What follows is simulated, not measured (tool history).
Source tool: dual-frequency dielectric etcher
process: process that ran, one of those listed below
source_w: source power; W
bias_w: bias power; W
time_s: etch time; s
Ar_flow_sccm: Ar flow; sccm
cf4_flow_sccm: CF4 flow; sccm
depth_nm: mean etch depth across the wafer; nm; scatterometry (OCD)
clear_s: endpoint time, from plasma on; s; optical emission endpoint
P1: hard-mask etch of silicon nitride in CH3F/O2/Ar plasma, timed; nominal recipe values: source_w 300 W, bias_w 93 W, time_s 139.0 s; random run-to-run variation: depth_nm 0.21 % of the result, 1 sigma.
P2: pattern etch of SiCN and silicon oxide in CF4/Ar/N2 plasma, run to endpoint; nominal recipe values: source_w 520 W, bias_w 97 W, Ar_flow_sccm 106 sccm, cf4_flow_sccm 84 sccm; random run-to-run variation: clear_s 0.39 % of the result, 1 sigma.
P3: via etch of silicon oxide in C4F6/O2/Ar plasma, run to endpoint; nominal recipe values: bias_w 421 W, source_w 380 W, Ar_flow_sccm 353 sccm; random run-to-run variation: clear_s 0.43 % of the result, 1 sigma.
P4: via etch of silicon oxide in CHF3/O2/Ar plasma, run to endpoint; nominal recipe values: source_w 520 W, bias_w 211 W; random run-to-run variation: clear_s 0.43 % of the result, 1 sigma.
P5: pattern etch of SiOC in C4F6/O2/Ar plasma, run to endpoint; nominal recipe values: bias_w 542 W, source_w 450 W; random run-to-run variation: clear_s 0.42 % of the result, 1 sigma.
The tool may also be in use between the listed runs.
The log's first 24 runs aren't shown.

| run | day | process | source_w | bias_w | time_s | Ar_flow_sccm | cf4_flow_sccm | depth_nm | clear_s |
|---|---|---|---|---|---|---|---|---|---|
| 25 | 8.729 | P2 | 520 | 97 |  | 146 | 84 |  | 13.620 |
| 26 | 9.083 | P2 | 520 | 97 |  | 106 | 84 |  | 13.176 |
| 27 | 9.371 | P4 | 520 | 128 |  |  |  |  | 413.360 |
| 28 | 9.754 | P3 | 380 | 527 |  | 353 |  |  | 20.741 |
| 29 | 10.108 | P1 | 300 | 93 | 139.0 |  |  | 93.229 |  |
| 30 | 10.358 | P3 | 380 | 421 |  | 353 |  |  | 22.750 |
| 31 | 10.829 | P1 | 300 | 93 | 139.0 |  |  | 93.148 |  |
| 32 | 11.217 | P1 | 300 | 68 | 139.0 |  |  | 83.163 |  |
| 33 | 11.462 | P1 | 240 | 93 | 139.0 |  |  | 85.994 |  |
| 34 | 11.796 | P1 | 300 | 93 | 139.0 |  |  | 93.198 |  |
| 35 | 12.279 | P1 | 300 | 93 | 139.0 |  |  | 92.614 |  |
| 36 | 12.554 | P1 | 300 | 93 | 139.0 |  |  | 92.048 |  |
| 37 | 12.838 | P1 | 300 | 93 | 139.0 |  |  | 92.000 |  |
| 38 | 13.183 | P1 | 300 | 93 | 139.0 |  |  | 91.508 |  |
| 39 | 13.450 | P1 | 300 | 93 | 139.0 |  |  | 91.921 |  |
|  | 13.738 | wet clean of the chamber |
| 40 | 13.858 | P1 | 300 | 93 | 139.0 |  |  | 91.603 |  |
| 41 | 14.154 | P1 | 300 | 93 | 139.0 |  |  | 91.471 |  |

Run 42, settings as shown, results not yet in. Your forecast:
| 42 | 14.412 | P1 | 300 | 93 | 139.0 |  |  | ? |  |

Run 42 measured depth_nm 91.404 nm.
